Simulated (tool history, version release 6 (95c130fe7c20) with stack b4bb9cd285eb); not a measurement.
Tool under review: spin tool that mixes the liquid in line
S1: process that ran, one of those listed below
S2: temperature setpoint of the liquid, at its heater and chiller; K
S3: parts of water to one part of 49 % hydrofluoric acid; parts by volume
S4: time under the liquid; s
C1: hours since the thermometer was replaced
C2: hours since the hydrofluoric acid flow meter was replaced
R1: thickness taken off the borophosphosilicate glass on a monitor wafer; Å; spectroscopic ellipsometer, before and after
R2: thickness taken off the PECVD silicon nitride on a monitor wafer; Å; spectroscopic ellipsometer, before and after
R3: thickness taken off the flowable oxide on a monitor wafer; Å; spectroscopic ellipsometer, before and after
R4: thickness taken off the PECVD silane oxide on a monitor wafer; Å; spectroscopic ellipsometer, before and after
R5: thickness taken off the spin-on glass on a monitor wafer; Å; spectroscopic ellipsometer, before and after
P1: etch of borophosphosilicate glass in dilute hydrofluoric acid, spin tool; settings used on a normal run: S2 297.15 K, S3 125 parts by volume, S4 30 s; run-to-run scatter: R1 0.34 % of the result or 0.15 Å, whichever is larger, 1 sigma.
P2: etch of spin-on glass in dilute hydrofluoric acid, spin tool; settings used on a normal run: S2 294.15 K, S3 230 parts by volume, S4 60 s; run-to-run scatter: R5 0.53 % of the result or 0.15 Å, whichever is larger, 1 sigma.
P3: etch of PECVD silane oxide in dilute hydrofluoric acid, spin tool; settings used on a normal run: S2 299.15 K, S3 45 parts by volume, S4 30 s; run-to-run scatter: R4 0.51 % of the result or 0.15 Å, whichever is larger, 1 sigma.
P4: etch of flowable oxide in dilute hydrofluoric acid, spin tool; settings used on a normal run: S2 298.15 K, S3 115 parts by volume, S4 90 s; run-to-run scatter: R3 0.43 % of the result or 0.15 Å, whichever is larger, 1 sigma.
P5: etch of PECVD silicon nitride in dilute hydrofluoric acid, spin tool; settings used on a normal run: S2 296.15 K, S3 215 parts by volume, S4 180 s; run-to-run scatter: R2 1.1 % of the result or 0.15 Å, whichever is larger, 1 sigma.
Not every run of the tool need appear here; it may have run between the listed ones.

run   hour  S1      S2   S3   S4     C1     C2      R1      R2      R3      R4      R5
  1    7.9  P1  297.15  125   30  531.4  163.4  86.602
  2     18  P5  296.15  325  180  541.5  173.5          14.163
  3   26.6  P4  298.15  115   90  550.1  182.1                  326.39
  4     37  P5  296.15  215  180  560.5  192.5          21.383
  5   45.3  P1  297.15  125   30  568.8  200.8   87.12
  6   55.7  P1  297.15  125   30  579.2  211.2   86.93
  7   63.7  P5  304.15  215  180  587.2  219.2          33.533
  8   73.5  P3  299.15   75   30    597    229                          168.75
  9   80.1  P1  297.15  125   30  603.6  235.6  86.561
 10   89.6  P1  297.15  125   30  613.1  245.1  87.062
 11   95.7  P4  304.65  115   90  619.2  251.2                  415.77
 12  102.9  P1  297.15  210   30  626.4  258.4   47.28
 13  112.2  P1  297.15  165   50  635.7  267.7  105.43
 14  117.8  P3  291.15   45   30  641.3  273.3                          208.77
 15  123.3  P1  302.65  125   30  646.8  278.8  106.74
 16    128  P1  297.15   75   30  651.5  283.5  154.71
 17  133.7  P2  294.15  230   90  657.2  289.2                                  77.648
 18  142.8  P3  299.15   45   30  666.3  298.3                          289.93
 19    153  P2  294.15  230   60  676.5  308.5                                  52.006
 20  162.1  P4  298.15  180   90  685.6  317.6                  191.54
 21  169.3  P4  298.15  115   35  692.8  324.8                  127.69
 22  175.8  P2  290.15  230   60  699.3  331.3                                  44.462
 23  185.8  P1  291.15  125   30  709.3  341.3    68.4
 24  194.8  P3  299.15   45   15  718.3  350.3                          144.69
 25  204.5  P4  298.15  115   90    728    360                  323.33
 26  210.3  P5  296.15  215  180  733.8  365.8          20.832
 27  218.7  P1  297.15  125   30  742.2  374.2    86.7
 28    226  P1  297.15  125   55  749.5  381.5  158.84
     226.8  -- hydrofluoric acid flow meter replaced
 29  233.9  P2  294.15  410   60  757.4    7.2                                  24.712
 30  243.9  P1  297.15  125   15  767.4   17.2   43.23
 31  249.6  P1  297.15  195   15  773.1   22.9  25.567
 32  259.8  P5  296.15  215   50  783.3   33.1          5.8165
 33  268.8  P1  297.15  125   30  792.3   42.1  86.739

Run 34 is up next; what results do you expect?
 34  275.4  P1  297.15  125  30  798.9  48.7   ?

Run 34 produced R1 85.188 Å.
